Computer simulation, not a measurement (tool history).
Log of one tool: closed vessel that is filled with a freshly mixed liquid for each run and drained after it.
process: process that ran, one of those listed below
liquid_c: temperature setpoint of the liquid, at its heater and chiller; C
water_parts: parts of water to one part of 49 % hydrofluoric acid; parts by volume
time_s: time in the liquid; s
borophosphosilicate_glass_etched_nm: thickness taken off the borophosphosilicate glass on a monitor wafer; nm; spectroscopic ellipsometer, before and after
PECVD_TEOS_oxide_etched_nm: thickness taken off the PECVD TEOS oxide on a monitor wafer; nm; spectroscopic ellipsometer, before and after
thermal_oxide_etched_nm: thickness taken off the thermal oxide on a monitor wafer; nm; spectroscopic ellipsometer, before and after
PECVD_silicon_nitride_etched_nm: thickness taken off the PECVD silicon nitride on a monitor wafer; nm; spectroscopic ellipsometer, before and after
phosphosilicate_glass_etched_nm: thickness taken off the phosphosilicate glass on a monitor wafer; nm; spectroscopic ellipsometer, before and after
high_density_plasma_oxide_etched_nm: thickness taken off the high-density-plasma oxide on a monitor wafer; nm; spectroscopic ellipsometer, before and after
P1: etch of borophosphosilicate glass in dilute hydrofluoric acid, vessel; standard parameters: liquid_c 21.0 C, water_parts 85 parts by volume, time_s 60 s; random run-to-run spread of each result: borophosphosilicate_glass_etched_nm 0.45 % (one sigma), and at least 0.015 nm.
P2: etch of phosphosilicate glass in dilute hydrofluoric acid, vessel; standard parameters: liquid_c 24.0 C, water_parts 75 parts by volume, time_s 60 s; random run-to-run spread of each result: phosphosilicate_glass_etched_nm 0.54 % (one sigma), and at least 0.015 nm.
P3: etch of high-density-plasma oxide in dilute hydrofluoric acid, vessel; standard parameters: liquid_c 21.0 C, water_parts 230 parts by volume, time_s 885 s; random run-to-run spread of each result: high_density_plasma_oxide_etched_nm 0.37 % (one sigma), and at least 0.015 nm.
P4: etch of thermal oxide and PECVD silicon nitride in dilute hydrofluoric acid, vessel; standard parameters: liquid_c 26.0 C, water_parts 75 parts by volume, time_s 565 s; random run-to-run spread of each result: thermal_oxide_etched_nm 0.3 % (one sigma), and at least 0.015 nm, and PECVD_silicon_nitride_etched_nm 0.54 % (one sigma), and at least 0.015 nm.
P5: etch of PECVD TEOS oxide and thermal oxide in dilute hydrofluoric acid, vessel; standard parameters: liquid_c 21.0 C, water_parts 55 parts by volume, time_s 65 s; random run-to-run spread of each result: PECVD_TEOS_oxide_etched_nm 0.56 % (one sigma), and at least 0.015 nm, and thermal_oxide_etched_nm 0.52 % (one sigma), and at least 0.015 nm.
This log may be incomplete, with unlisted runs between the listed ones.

run,hour,process,liquid_c,water_parts,time_s,borophosphosilicate_glass_etched_nm,PECVD_TEOS_oxide_etched_nm,thermal_oxide_etched_nm,PECVD_silicon_nitride_etched_nm,phosphosilicate_glass_etched_nm,high_density_plasma_oxide_etched_nm
1,11.0,P1,21.0,85,60,20.517,,,,,
2,22.0,P1,21.0,85,60,20.531,,,,,
3,33.2,P5,21.0,55,65,,15.6510,5.2872,,,
4,49.0,P4,33.5,75,565,,,57.1950,70.028,,
5,59.1,P2,24.0,35,60,,,,,201.250,
6,72.7,P1,21.0,85,60,20.360,,,,,
7,86.7,P1,21.0,85,30,10.190,,,,,
8,101.4,P1,25.0,85,30,12.078,,,,,
9,110.1,P5,21.0,55,65,,15.5980,5.2517,,,
10,126.9,P3,21.0,230,1585,,,,,,40.143
11,136.0,P4,26.0,75,995,,,75.6640,76.657,,
12,147.9,P1,21.0,85,85,28.959,,,,,
13,157.7,P1,28.5,85,60,27.496,,,,,
14,169.4,P3,27.0,230,885,,,,,,27.560
15,185.5,P3,21.0,230,885,,,,,,22.401
16,202.3,P2,24.0,75,60,,,,,89.313,
17,219.5,P1,17.0,85,60,17.275,,,,,
18,233.8,P1,21.0,30,60,62.454,,,,,
19,249.2,P5,21.0,20,65,,44.8320,15.1200,,,
20,264.9,P4,26.0,20,565,,,173.9900,158.280,,
21,277.6,P3,21.0,85,885,,,,,,70.954
22,293.9,P2,32.5,75,60,,,,,125.320,
23,308.1,P4,26.0,75,565,,,42.8340,44.088,,
24,327.0,P5,21.0,55,30,,7.2048,2.4341,,,
25,337.9,P2,24.0,75,60,,,,,89.689,
26,351.5,P4,26.0,75,565,,,42.8520,44.251,,
27,370.4,P1,21.0,85,60,20.355,,,,,
28,382.5,P1,21.0,85,60,20.600,,,,,
29,393.5,P1,21.0,85,60,20.378,,,,,
30,402.6,P1,21.0,130,60,12.720,,,,,
31,416.6,P5,29.0,55,65,,21.7220,7.2741,,,
32,435.6,P2,24.0,75,30,,,,,44.445,

What will run 33 give?
33,452.3,P1,21.0,85,60,?,,,,,

{"run 33": {"borophosphosilicate_glass_etched_nm": 20.536}}
